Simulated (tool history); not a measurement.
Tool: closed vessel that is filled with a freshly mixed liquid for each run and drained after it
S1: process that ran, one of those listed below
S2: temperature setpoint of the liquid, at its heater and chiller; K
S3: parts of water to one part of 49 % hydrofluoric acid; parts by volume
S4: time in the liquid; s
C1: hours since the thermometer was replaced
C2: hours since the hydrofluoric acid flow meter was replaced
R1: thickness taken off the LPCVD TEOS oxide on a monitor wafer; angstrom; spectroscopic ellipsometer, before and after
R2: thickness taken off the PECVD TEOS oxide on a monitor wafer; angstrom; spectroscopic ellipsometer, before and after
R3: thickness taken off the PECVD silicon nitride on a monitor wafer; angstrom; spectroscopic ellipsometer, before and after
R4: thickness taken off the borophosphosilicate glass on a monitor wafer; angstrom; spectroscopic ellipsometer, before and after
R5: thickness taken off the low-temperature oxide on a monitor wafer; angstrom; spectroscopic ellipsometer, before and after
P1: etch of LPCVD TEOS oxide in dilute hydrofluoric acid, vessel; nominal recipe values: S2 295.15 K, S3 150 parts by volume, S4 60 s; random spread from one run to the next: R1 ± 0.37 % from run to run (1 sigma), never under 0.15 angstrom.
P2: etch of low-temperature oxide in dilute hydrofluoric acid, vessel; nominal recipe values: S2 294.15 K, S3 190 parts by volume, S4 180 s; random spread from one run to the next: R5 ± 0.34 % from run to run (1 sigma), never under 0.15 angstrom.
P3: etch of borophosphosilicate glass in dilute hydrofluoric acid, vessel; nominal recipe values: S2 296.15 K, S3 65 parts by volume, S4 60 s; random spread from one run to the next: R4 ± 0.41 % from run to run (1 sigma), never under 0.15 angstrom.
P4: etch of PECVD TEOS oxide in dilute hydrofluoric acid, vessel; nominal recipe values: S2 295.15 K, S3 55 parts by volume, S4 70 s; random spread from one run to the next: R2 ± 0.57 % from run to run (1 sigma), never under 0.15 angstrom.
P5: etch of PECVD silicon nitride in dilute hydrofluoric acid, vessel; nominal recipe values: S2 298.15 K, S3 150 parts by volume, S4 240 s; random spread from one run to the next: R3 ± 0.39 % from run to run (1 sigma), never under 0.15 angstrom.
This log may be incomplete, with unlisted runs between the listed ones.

run 1 hour=10.0 | S1=P1 S2=295.15 S3=150 S4=60 | C1=318.6 C2=231.4 | R1=117.000
run 2 hour=22.9 | S1=P1 S2=295.15 S3=150 S4=60 | C1=331.5 C2=244.3 | R1=117.140
run 3 hour=34.5 | S1=P4 S2=295.15 S3=100 S4=70 | C1=343.1 C2=255.9 | R2=74.40
run 4 hour=41.9 | S1=P5 S2=298.15 S3=245 S4=240 | C1=350.5 C2=263.3 | R3=58.763
run 5 hour=51.6 | S1=P1 S2=295.15 S3=230 S4=60 | C1=360.2 C2=273.0 | R1=70.188
run 6 hour=60.4 | S1=P3 S2=296.15 S3=65 S4=120 | C1=369.0 C2=281.8 | R4=664.80
run 7 hour=66.8 | S1=P1 S2=295.15 S3=150 S4=30 | C1=375.4 C2=288.2 | R1=59.165
run 8 hour=75.0 | S1=P1 S2=295.15 S3=150 S4=60 | C1=383.6 C2=296.4 | R1=117.050
run 9 hour=87.3 | S1=P5 S2=298.15 S3=150 S4=475 | C1=395.9 C2=308.7 | R3=189.790
run 10 hour=99.5 | S1=P2 S2=294.15 S3=50 S4=180 | C1=408.1 C2=320.9 | R5=1173.300
-- hour=102.4 thermometer replaced
run 11 hour=107.2 | S1=P3 S2=296.15 S3=65 S4=60 | C1=4.8 C2=328.6 | R4=331.11
run 12 hour=117.2 | S1=P1 S2=295.15 S3=150 S4=60 | C1=14.8 C2=338.6 | R1=117.750
run 13 hour=129.2 | S1=P5 S2=306.15 S3=150 S4=240 | C1=26.8 C2=350.6 | R3=156.890
run 14 hour=140.6 | S1=P1 S2=290.15 S3=150 S4=105 | C1=38.2 C2=362.0 | R1=167.830
run 15 hour=148.4 | S1=P4 S2=290.65 S3=55 S4=70 | C1=46.0 C2=369.8 | R2=116.52
run 16 hour=161.2 | S1=P1 S2=295.15 S3=90 S4=60 | C1=58.8 C2=382.6 | R1=208.550
run 17 hour=168.2 | S1=P1 S2=300.15 S3=150 S4=60 | C1=65.8 C2=389.6 | R1=141.990
run 18 hour=178.2 | S1=P2 S2=294.15 S3=190 S4=180 | C1=75.8 C2=399.6 | R5=263.990
run 19 hour=189.6 | S1=P5 S2=298.15 S3=150 S4=240 | C1=87.2 C2=411.0 | R3=95.313
run 20 hour=196.9 | S1=P2 S2=300.15 S3=190 S4=180 | C1=94.5 C2=418.3 | R5=328.580
run 21 hour=203.8 | S1=P4 S2=295.15 S3=55 S4=130 | C1=101.4 C2=425.2 | R2=261.56
run 22 hour=216.4 | S1=P3 S2=290.15 S3=65 S4=60 | C1=114.0 C2=437.8 | R4=257.97
run 23 hour=222.4 | S1=P3 S2=296.15 S3=115 S4=60 | C1=120.0 C2=443.8 | R4=175.79
run 24 hour=232.6 | S1=P4 S2=295.15 S3=55 S4=70 | C1=130.2 C2=454.0 | R2=142.86
run 25 hour=244.9 | S1=P1 S2=290.15 S3=150 S4=60 | C1=142.5 C2=466.3 | R1=96.067
run 26 hour=256.0 | S1=P1 S2=295.15 S3=150 S4=110 | C1=153.6 C2=477.4 | R1=214.560
run 27 hour=267.9 | S1=P2 S2=294.15 S3=190 S4=35 | C1=165.5 C2=489.3 | R5=51.339
run 28 hour=279.0 | S1=P1 S2=295.15 S3=150 S4=60 | C1=176.6 C2=500.4 | R1=116.640
run 29 hour=291.3 | S1=P1 S2=295.15 S3=150 S4=60 | C1=188.9 C2=512.7 | R1=116.610
run 30 hour=302.3 | S1=P1 S2=295.15 S3=150 S4=60 | C1=199.9 C2=523.7 | R1=120.390
run 31 hour=308.6 | S1=P1 S2=295.15 S3=150 S4=60 | C1=206.2 C2=530.0 | R1=121.040
run 32 hour=320.3 | S1=P1 S2=295.15 S3=150 S4=60 | C1=217.9 C2=541.7 | R1=122.380
run 33 hour=333.0 | S1=P1 S2=295.15 S3=150 S4=60 | C1=230.6 C2=554.4 | R1=123.440
run 34 hour=345.7 | S1=P1 S2=295.15 S3=150 S4=60 | C1=243.3 C2=567.1 | R1=124.870
run 35 hour=358.6 | S1=P1 S2=295.15 S3=150 S4=60 | C1=256.2 C2=580.0 | R1=125.320
run 36 hour=365.0 | S1=P1 S2=295.15 S3=150 S4=60 | C1=262.6 C2=586.4 | R1=125.540
run 37 hour=371.4 | S1=P1 S2=295.15 S3=150 S4=60 | C1=269.0 C2=592.8 | R1=125.740
run 38 hour=380.4 | S1=P1 S2=295.15 S3=150 S4=60 | C1=278.0 C2=601.8 | R1=124.680
run 39 hour=388.5 | S1=P1 S2=295.15 S3=150 S4=60 | C1=286.1 C2=609.9 | R1=125.830

What P1 gives has crept off from where it sat before. The 2 causes that follow fit the log equally well, each at the size noted:
A: liquid hotter than its thermometer reads (K) = 1.86
B: hydrofluoric acid flow above the setpoint (%) = 6.37
The gradual shift began around hour 291.3.

Consider the 4 single-wafer check runs listed below, results given as question marks: which one distinguishes between the causes by giving clearly different results for each?
run check 1 hour=396.6 | S1=P4 S2=295.15 S3=90 S4=125 | R2=?
run check 2 hour=396.6 | S1=P5 S2=298.15 S3=150 S4=425 | R3=?
run check 3 hour=396.6 | S1=P3 S2=296.15 S3=115 S4=100 | R4=?
run check 4 hour=396.6 | S1=P2 S2=299.15 S3=70 S4=180 | R5=?

Outcome of each check run for each possible cause:
check=check_1 result=R2 if_A=159.43 if_B=158.36
check=check_2 result=R3 if_A=190.380 if_B=179.890
check=check_3 result=R4 if_A=315.83 if_B=314.88
check=check_4 result=R5 if_A=1077.900 if_B=1071.400
Separation of the two closest causes in each check, using whichever result separates them best: check 1 0.67 %; check 2 5.67 %; check 3 0.3 %; check 4 0.61 %
Check 2 distinguishes between the causes, while the remaining checks would return nearly the same result for all of them.

With check 2 done, the readings were: R3 180.750 angstrom. Identify which of the listed causes applies.

The cause is B: hydrofluoric acid flow above the setpoint (%).

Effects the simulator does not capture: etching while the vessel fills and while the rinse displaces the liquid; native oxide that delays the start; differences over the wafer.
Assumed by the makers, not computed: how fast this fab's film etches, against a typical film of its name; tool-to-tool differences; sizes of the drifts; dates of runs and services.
